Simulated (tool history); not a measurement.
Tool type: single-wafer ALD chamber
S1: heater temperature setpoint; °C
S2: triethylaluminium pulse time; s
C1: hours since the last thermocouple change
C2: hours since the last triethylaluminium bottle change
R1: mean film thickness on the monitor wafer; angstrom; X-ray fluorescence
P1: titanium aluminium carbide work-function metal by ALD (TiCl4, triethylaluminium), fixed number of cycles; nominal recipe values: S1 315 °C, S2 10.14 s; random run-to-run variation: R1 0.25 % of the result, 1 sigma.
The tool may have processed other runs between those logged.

run	hour	S1	S2	C1	C2	R1
1	7.3	315	10.14	1897.2	486	21.218
2	13.3	302	15.99	1903.2	492	20.689
3	20.8	292	4.16	1910.7	499.5	15.107
4	31.2	315	10.14	1921.1	509.9	21.205
5	37.8	315	3.35	1927.7	516.5	14.97
6	44.7	315	10.14	1934.6	523.4	21.215
7	54.5	315	10.14	1944.4	533.2	21.284
8	62.6	315	14.99	1952.5	541.3	21.851
9	67.5	339	10.14	1957.4	546.2	23.429
# hour 71.3: triethylaluminium bottle replaced
10	75.9	315	10.14	1965.8	4.7	21.26
11	81.7	295	10.14	1971.6	10.5	19.593
12	90.9	315	10.14	1980.8	19.7	21.271
13	96.3	315	10.14	1986.2	25.1	21.161

For run 14, what comes out?
14	102.5	315	10.14	1992.4	31.3	?

R1: 21.033 angstrom

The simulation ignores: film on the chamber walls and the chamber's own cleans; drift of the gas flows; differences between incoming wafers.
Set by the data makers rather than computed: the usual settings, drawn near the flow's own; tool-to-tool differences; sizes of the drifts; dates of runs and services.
